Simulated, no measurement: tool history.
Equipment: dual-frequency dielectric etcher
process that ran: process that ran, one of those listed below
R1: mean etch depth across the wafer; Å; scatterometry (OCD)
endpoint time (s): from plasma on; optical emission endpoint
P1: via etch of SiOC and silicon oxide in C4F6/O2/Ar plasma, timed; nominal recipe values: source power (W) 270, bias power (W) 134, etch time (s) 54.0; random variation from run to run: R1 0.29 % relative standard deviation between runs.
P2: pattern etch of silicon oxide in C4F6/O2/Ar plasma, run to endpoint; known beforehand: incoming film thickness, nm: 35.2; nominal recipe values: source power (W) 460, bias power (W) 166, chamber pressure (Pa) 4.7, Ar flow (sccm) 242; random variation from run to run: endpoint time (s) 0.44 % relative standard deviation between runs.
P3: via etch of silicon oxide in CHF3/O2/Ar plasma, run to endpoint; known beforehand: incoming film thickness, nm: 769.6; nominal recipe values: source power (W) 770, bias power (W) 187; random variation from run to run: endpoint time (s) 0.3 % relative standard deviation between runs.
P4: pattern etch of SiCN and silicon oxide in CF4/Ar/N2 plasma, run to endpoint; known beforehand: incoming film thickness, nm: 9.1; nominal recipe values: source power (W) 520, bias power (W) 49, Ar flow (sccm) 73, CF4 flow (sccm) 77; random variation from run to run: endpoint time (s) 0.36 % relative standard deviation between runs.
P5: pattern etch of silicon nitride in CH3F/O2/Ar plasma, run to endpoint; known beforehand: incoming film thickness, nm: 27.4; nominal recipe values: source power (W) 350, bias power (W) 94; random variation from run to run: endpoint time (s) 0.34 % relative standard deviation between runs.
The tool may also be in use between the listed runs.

{"run": 1, "hour": 8.1, "process that ran": "P1", "source power (W)": 270, "bias power (W)": 134, "etch time (s)": 54.0, "R1": 469.67}
{"run": 2, "hour": 15.3, "process that ran": "P5", "source power (W)": 350, "bias power (W)": 119, "endpoint time (s)": 36.242}
{"run": 3, "hour": 22.9, "process that ran": "P1", "source power (W)": 270, "bias power (W)": 134, "etch time (s)": 54.0, "R1": 469.0}
{"run": 4, "hour": 32.9, "process that ran": "P5", "source power (W)": 350, "bias power (W)": 94, "endpoint time (s)": 39.613}
{"run": 5, "hour": 42.5, "process that ran": "P2", "source power (W)": 460, "bias power (W)": 166, "chamber pressure (Pa)": 4.7, "Ar flow (sccm)": 143, "endpoint time (s)": 9.9995}
{"run": 6, "hour": 51.6, "process that ran": "P1", "source power (W)": 160, "bias power (W)": 134, "etch time (s)": 54.0, "R1": 384.73}
{"run": 7, "hour": 61.5, "process that ran": "P5", "source power (W)": 490, "bias power (W)": 94, "endpoint time (s)": 34.743}
{"run": 8, "hour": 71.3, "process that ran": "P1", "source power (W)": 270, "bias power (W)": 134, "etch time (s)": 54.0, "R1": 468.8}
{"hour": 74.3, "done": "wet clean of the chamber"}
{"run": 9, "hour": 81.7, "process that ran": "P1", "source power (W)": 270, "bias power (W)": 95, "etch time (s)": 54.0, "R1": 426.5}
{"run": 10, "hour": 90.6, "process that ran": "P3", "source power (W)": 510, "bias power (W)": 187, "endpoint time (s)": 405.49}
{"run": 11, "hour": 96.1, "process that ran": "P5", "source power (W)": 350, "bias power (W)": 94, "endpoint time (s)": 39.677}
{"run": 12, "hour": 104.5, "process that ran": "P4", "source power (W)": 520, "bias power (W)": 49, "Ar flow (sccm)": 52, "CF4 flow (sccm)": 77, "endpoint time (s)": 9.5316}
{"run": 13, "hour": 110.4, "process that ran": "P1", "source power (W)": 220, "bias power (W)": 104, "etch time (s)": 54.0, "R1": 400.84}
{"run": 14, "hour": 120.4, "process that ran": "P4", "source power (W)": 520, "bias power (W)": 49, "Ar flow (sccm)": 73, "CF4 flow (sccm)": 49, "endpoint time (s)": 10.726}
{"run": 15, "hour": 127.3, "process that ran": "P1", "source power (W)": 270, "bias power (W)": 134, "etch time (s)": 54.0, "R1": 469.11}
{"run": 16, "hour": 138.0, "process that ran": "P2", "source power (W)": 460, "bias power (W)": 166, "chamber pressure (Pa)": 4.7, "Ar flow (sccm)": 242, "endpoint time (s)": 10.519}
{"run": 17, "hour": 145.6, "process that ran": "P3", "source power (W)": 770, "bias power (W)": 187, "endpoint time (s)": 348.17}
{"run": 18, "hour": 154.0, "process that ran": "P3", "source power (W)": 770, "bias power (W)": 112, "endpoint time (s)": 410.21}
{"run": 19, "hour": 162.9, "process that ran": "P1", "source power (W)": 350, "bias power (W)": 134, "etch time (s)": 78.5, "R1": 759.03}
{"run": 20, "hour": 170.8, "process that ran": "P2", "source power (W)": 310, "bias power (W)": 166, "chamber pressure (Pa)": 4.7, "Ar flow (sccm)": 242, "endpoint time (s)": 12.292}
{"hour": 180.0, "done": "source power generator calibrated"}
{"run": 21, "hour": 180.0, "process that ran": "P1", "source power (W)": 270, "bias power (W)": 90, "etch time (s)": 42.0, "R1": 326.15}
{"run": 22, "hour": 188.3, "process that ran": "P2", "source power (W)": 460, "bias power (W)": 166, "chamber pressure (Pa)": 3.7, "Ar flow (sccm)": 242, "endpoint time (s)": 10.189}
{"run": 23, "hour": 194.5, "process that ran": "P1", "source power (W)": 270, "bias power (W)": 134, "etch time (s)": 36.0, "R1": 313.21}
{"run": 24, "hour": 200.8, "process that ran": "P4", "source power (W)": 620, "bias power (W)": 49, "Ar flow (sccm)": 73, "CF4 flow (sccm)": 77, "endpoint time (s)": 8.563}
{"run": 25, "hour": 207.2, "process that ran": "P1", "source power (W)": 270, "bias power (W)": 134, "etch time (s)": 66.0, "R1": 573.46}
{"run": 26, "hour": 216.6, "process that ran": "P2", "source power (W)": 460, "bias power (W)": 234, "chamber pressure (Pa)": 4.7, "Ar flow (sccm)": 242, "endpoint time (s)": 9.4219}
{"run": 27, "hour": 225.2, "process that ran": "P1", "source power (W)": 350, "bias power (W)": 134, "etch time (s)": 54.0, "R1": 519.18}
{"run": 28, "hour": 230.9, "process that ran": "P1", "source power (W)": 270, "bias power (W)": 164, "etch time (s)": 54.0, "R1": 501.87}
{"run": 29, "hour": 237.1, "process that ran": "P4", "source power (W)": 520, "bias power (W)": 49, "Ar flow (sccm)": 73, "CF4 flow (sccm)": 77, "endpoint time (s)": 10.002}
{"run": 30, "hour": 244.2, "process that ran": "P4", "source power (W)": 520, "bias power (W)": 36, "Ar flow (sccm)": 73, "CF4 flow (sccm)": 77, "endpoint time (s)": 10.858}
{"run": 31, "hour": 252.6, "process that ran": "P2", "source power (W)": 460, "bias power (W)": 166, "chamber pressure (Pa)": 4.7, "Ar flow (sccm)": 242, "endpoint time (s)": 10.579}
{"run": 32, "hour": 257.5, "process that ran": "P1", "source power (W)": 270, "bias power (W)": 134, "etch time (s)": 54.0, "R1": 470.68}
{"run": 33, "hour": 265.3, "process that ran": "P1", "source power (W)": 270, "bias power (W)": 134, "etch time (s)": 54.0, "R1": 473.71}
{"run": 34, "hour": 270.3, "process that ran": "P1", "source power (W)": 270, "bias power (W)": 134, "etch time (s)": 54.0, "R1": 473.34}
{"run": 35, "hour": 278.3, "process that ran": "P1", "source power (W)": 270, "bias power (W)": 134, "etch time (s)": 54.0, "R1": 473.61}
{"run": 36, "hour": 284.2, "process that ran": "P1", "source power (W)": 270, "bias power (W)": 134, "etch time (s)": 54.0, "R1": 476.06}
{"run": 37, "hour": 293.4, "process that ran": "P1", "source power (W)": 270, "bias power (W)": 134, "etch time (s)": 54.0, "R1": 476.36}
{"run": 38, "hour": 303.1, "process that ran": "P1", "source power (W)": 270, "bias power (W)": 134, "etch time (s)": 54.0, "R1": 476.86}
{"hour": 306.5, "done": "wet clean of the chamber"}
{"run": 39, "hour": 311.6, "process that ran": "P1", "source power (W)": 270, "bias power (W)": 134, "etch time (s)": 54.0, "R1": 475.7}
{"run": 40, "hour": 318.0, "process that ran": "P1", "source power (W)": 270, "bias power (W)": 134, "etch time (s)": 54.0, "R1": 475.9}
{"run": 41, "hour": 323.7, "process that ran": "P1", "source power (W)": 270, "bias power (W)": 134, "etch time (s)": 54.0, "R1": 477.18}
{"run": 42, "hour": 334.9, "process that ran": "P1", "source power (W)": 270, "bias power (W)": 134, "etch time (s)": 54.0, "R1": 478.3}
{"run": 43, "hour": 341.5, "process that ran": "P1", "source power (W)": 270, "bias power (W)": 134, "etch time (s)": 54.0, "R1": 477.64}

The log shows P1 creeping away from where it was. Any of the 2 causes listed here, at the size stated for it, fits the log just as well as the others:
A: source power that arrives over what is set, % = 3.8
B: bias power that arrives over what is set, % = 4.78
The drift started at roughly hour 257.5.
Other possible causes, and why each is ruled out:
chamber walls in a state that raises the etch rate, %: serviced at hour 306.5, after the change had begun; the process did not return to its earlier output

Of the 4 check runs below, each run on 2 wafers with the results averaged and each result still a question mark, which one would tell the listed causes apart?
{"run": "check 1", "hour": 348.1, "process that ran": "P4", "source power (W)": 520, "bias power (W)": 41, "Ar flow (sccm)": 73, "CF4 flow (sccm)": 77, "endpoint time (s)": "?"}
{"run": "check 2", "hour": 348.1, "process that ran": "P3", "source power (W)": 770, "bias power (W)": 128, "endpoint time (s)": "?"}
{"run": "check 3", "hour": 348.1, "process that ran": "P5", "source power (W)": 350, "bias power (W)": 118, "endpoint time (s)": "?"}
{"run": "check 4", "hour": 348.1, "process that ran": "P2", "source power (W)": 340, "bias power (W)": 166, "chamber pressure (Pa)": 4.7, "Ar flow (sccm)": 186, "endpoint time (s)": "?"}

Predicted outcomes, by check and by cause:
check=check_1 result=endpoint_time_(s) if_A=10.1500 if_B=10.3670
check=check_2 result=endpoint_time_(s) if_A=386.3000 if_B=386.4200
check=check_3 result=endpoint_time_(s) if_A=35.7410 if_B=35.5940
check=check_4 result=endpoint_time_(s) if_A=11.3540 if_B=11.3520
Gap, in per cent, between the two causes that each check separates least, read from the result that separates them most: check 1 2.11 %; check 2 0.03 %; check 3 0.41 %; check 4 0.02 %
Only in check 1 would the causes give clearly different results; in the remaining checks their results would be nearly the same.

After running check 1, the following was obtained: endpoint time (s) 10.1820. Which cause does this point to?

Of the candidate causes, it is A: source power that arrives over what is set, %.

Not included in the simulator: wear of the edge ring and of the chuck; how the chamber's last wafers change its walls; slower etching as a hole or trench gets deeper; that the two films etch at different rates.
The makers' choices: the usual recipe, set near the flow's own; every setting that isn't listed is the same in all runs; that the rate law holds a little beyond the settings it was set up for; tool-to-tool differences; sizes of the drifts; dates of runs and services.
